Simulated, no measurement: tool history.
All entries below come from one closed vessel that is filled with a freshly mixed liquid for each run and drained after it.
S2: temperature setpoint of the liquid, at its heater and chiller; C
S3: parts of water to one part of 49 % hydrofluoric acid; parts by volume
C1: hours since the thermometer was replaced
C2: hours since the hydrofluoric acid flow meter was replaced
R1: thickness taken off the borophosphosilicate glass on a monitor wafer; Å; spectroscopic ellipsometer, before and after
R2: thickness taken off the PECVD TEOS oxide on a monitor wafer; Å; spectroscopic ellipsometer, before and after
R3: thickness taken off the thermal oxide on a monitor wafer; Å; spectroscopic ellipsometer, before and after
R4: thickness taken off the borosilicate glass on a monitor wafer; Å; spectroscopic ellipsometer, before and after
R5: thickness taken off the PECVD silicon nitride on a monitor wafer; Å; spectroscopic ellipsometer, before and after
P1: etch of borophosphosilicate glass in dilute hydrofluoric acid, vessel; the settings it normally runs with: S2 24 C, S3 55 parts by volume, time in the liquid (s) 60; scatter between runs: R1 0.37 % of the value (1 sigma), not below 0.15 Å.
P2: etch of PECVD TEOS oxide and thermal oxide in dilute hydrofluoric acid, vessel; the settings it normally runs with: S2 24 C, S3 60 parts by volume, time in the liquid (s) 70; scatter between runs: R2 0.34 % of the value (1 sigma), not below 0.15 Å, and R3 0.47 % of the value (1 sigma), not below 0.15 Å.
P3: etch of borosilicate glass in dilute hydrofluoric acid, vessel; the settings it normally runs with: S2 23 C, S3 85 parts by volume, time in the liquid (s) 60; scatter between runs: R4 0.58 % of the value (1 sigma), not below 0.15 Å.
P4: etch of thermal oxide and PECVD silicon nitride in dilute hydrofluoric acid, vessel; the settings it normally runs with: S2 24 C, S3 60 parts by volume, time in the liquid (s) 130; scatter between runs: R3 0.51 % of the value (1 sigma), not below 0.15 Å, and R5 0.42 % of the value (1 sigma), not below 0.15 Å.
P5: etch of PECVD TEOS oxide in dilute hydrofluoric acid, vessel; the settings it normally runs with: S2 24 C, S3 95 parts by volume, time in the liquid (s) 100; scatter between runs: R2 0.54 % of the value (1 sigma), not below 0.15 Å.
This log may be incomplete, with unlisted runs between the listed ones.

run 1 hour=14.6 | process_that_ran=P1 S2=24 S3=55 time_in_the_liquid_(s)=60 | C1=1202.3 C2=469.3 | R1=830.55
run 2 hour=29.4 | process_that_ran=P2 S2=29.5 S3=60 time_in_the_liquid_(s)=70 | C1=1217.1 C2=484.1 | R2=292.15 R3=69.161
run 3 hour=39 | process_that_ran=P2 S2=24 S3=60 time_in_the_liquid_(s)=70 | C1=1226.7 C2=493.7 | R2=235.33 R3=54.46
run 4 hour=55.1 | process_that_ran=P3 S2=23 S3=85 time_in_the_liquid_(s)=105 | C1=1242.8 C2=509.8 | R4=435.78
run 5 hour=66.5 | process_that_ran=P1 S2=24 S3=55 time_in_the_liquid_(s)=30 | C1=1254.2 C2=521.2 | R1=415.41
run 6 hour=80.4 | process_that_ran=P1 S2=20 S3=55 time_in_the_liquid_(s)=60 | C1=1268.1 C2=535.1 | R1=698.56
run 7 hour=94.1 | process_that_ran=P1 S2=24 S3=55 time_in_the_liquid_(s)=60 | C1=1281.8 C2=548.8 | R1=826.98
run 8 hour=109.4 | process_that_ran=P4 S2=24 S3=95 time_in_the_liquid_(s)=130 | C1=1297.1 C2=564.1 | R3=65.343 R5=77.882
run 9 hour=117.5 | process_that_ran=P1 S2=30.5 S3=20 time_in_the_liquid_(s)=60 | C1=1305.2 C2=572.2 | R1=3128.5
run 10 hour=127.8 | process_that_ran=P1 S2=24 S3=55 time_in_the_liquid_(s)=60 | C1=1315.5 C2=582.5 | R1=837.73
run 11 hour=141.7 | process_that_ran=P5 S2=31 S3=95 time_in_the_liquid_(s)=100 | C1=1329.4 C2=596.4 | R2=390.56
run 12 hour=151.2 | process_that_ran=P3 S2=23 S3=85 time_in_the_liquid_(s)=60 | C1=1338.9 C2=605.9 | R4=247.21
run 13 hour=164.1 | process_that_ran=P5 S2=24 S3=95 time_in_the_liquid_(s)=40 | C1=1351.8 C2=618.8 | R2=119.43
run 14 hour=180.6 | process_that_ran=P4 S2=24 S3=60 time_in_the_liquid_(s)=130 | C1=1368.3 C2=635.3 | R3=109.08 R5=122.82
run 15 hour=190.7 | process_that_ran=P3 S2=23 S3=45 time_in_the_liquid_(s)=60 | C1=1378.4 C2=645.4 | R4=489.34
run 16 hour=201.9 | process_that_ran=P3 S2=30.5 S3=85 time_in_the_liquid_(s)=60 | C1=1389.6 C2=656.6 | R4=331.19
run 17 hour=212.5 | process_that_ran=P1 S2=24 S3=55 time_in_the_liquid_(s)=60 | C1=1400.2 C2=667.2 | R1=832.38
run 18 hour=220.3 | process_that_ran=P1 S2=30 S3=55 time_in_the_liquid_(s)=60 | C1=1408 C2=675 | R1=1055.6
run 19 hour=234.8 | process_that_ran=P5 S2=24 S3=95 time_in_the_liquid_(s)=100 | C1=1422.5 C2=689.5 | R2=300.18
run 20 hour=244.2 | process_that_ran=P1 S2=31.5 S3=55 time_in_the_liquid_(s)=85 | C1=1431.9 C2=698.9 | R1=1590.4
run 21 hour=256.8 | process_that_ran=P1 S2=24 S3=90 time_in_the_liquid_(s)=60 | C1=1444.5 C2=711.5 | R1=484.67
run 22 hour=269.4 | process_that_ran=P2 S2=24 S3=100 time_in_the_liquid_(s)=70 | C1=1457.1 C2=724.1 | R2=133.97 R3=31.308
run 23 hour=280.2 | process_that_ran=P2 S2=24 S3=60 time_in_the_liquid_(s)=30 | C1=1467.9 C2=734.9 | R2=100.91 R3=23.854
run 24 hour=291.8 | process_that_ran=P4 S2=30.5 S3=60 time_in_the_liquid_(s)=130 | C1=1479.5 C2=746.5 | R3=141.12 R5=189.08
run 25 hour=305.5 | process_that_ran=P3 S2=23 S3=85 time_in_the_liquid_(s)=60 | C1=1493.2 C2=760.2 | R4=247.3
run 26 hour=317 | process_that_ran=P5 S2=24 S3=25 time_in_the_liquid_(s)=100 | C1=1504.7 C2=771.7 | R2=1243
run 27 hour=324.8 | process_that_ran=P1 S2=24 S3=55 time_in_the_liquid_(s)=100 | C1=1512.5 C2=779.5 | R1=1388.1
run 28 hour=340.3 | process_that_ran=P4 S2=24 S3=60 time_in_the_liquid_(s)=245 | C1=1528 C2=795 | R3=202.98 R5=231.18
run 29 hour=350.1 | process_that_ran=P1 S2=24 S3=20 time_in_the_liquid_(s)=60 | C1=1537.8 C2=804.8 | R1=2384
run 30 hour=367.2 | process_that_ran=P1 S2=24 S3=55 time_in_the_liquid_(s)=60 | C1=1554.9 C2=821.9 | R1=824.12
run 31 hour=375.7 | process_that_ran=P1 S2=24 S3=55 time_in_the_liquid_(s)=60 | C1=1563.4 C2=830.4 | R1=817
run 32 hour=385.9 | process_that_ran=P1 S2=24 S3=55 time_in_the_liquid_(s)=60 | C1=1573.6 C2=840.6 | R1=807
run 33 hour=401.1 | process_that_ran=P1 S2=24 S3=55 time_in_the_liquid_(s)=60 | C1=1588.8 C2=855.8 | R1=787.98
run 34 hour=415.1 | process_that_ran=P1 S2=24 S3=55 time_in_the_liquid_(s)=60 | C1=1602.8 C2=869.8 | R1=791.07
run 35 hour=426.4 | process_that_ran=P1 S2=24 S3=55 time_in_the_liquid_(s)=60 | C1=1614.1 C2=881.1 | R1=789.29
run 36 hour=440.3 | process_that_ran=P1 S2=24 S3=55 time_in_the_liquid_(s)=60 | C1=1628 C2=895 | R1=779.8
run 37 hour=457 | process_that_ran=P1 S2=24 S3=55 time_in_the_liquid_(s)=60 | C1=1644.7 C2=911.7 | R1=782.67
run 38 hour=468 | process_that_ran=P1 S2=24 S3=55 time_in_the_liquid_(s)=60 | C1=1655.7 C2=922.7 | R1=781.06
run 39 hour=477.4 | process_that_ran=P1 S2=24 S3=55 time_in_the_liquid_(s)=60 | C1=1665.1 C2=932.1 | R1=782.68
run 40 hour=488.2 | process_that_ran=P1 S2=24 S3=55 time_in_the_liquid_(s)=60 | C1=1675.9 C2=942.9 | R1=777.34
run 41 hour=496.5 | process_that_ran=P1 S2=24 S3=55 time_in_the_liquid_(s)=60 | C1=1684.2 C2=951.2 | R1=783.09

Something has made what P1 gives creep away from where it was; the 2 causes below, each at its own stated size, fit the log equally well:
A: liquid colder than its thermometer reads (K) = 1.54
B: hydrofluoric acid flow below the setpoint (%) = 5.72
The creep began at about hour 367.2.

The check runs listed below each take one wafer, and their results are still question marks. Under which run would the listed causes lead to clearly different results?
run check 1 hour=504.8 | process_that_ran=P5 S2=24 S3=95 time_in_the_liquid_(s)=100 | R2=?
run check 2 hour=504.8 | process_that_ran=P2 S2=24 S3=60 time_in_the_liquid_(s)=70 | R2=? R3=?
run check 3 hour=504.8 | process_that_ran=P4 S2=24 S3=60 time_in_the_liquid_(s)=130 | R3=? R5=?
run check 4 hour=504.8 | process_that_ran=P3 S2=23 S3=85 time_in_the_liquid_(s)=60 | R4=?

If the cause were each of the candidates in turn, the checks would give the following:
check=check_1 result=R2 if_A=282.27 if_B=281.06
check=check_2 result=R2 if_A=220.31 if_B=220.23
check=check_2 result=R3 if_A=51.893 if_B=51.874
check=check_3 result=R3 if_A=101.76 if_B=101.72
check=check_3 result=R5 if_A=110.76 if_B=115.98
check=check_4 result=R4 if_A=231.87 if_B=231.27
How far apart the two closest causes lie, in the result that separates them most: check 1 0.43 %; check 2 0.04 %; check 3 4.61 %; check 4 0.26 %
Check 3 distinguishes between the causes, while the remaining checks would return nearly the same result for all of them.

Running check 3 produced the following: R3 101.74 Å; R5 111.22 Å. Which one of the listed causes fits?

It was cause A: liquid colder than its thermometer reads (K).
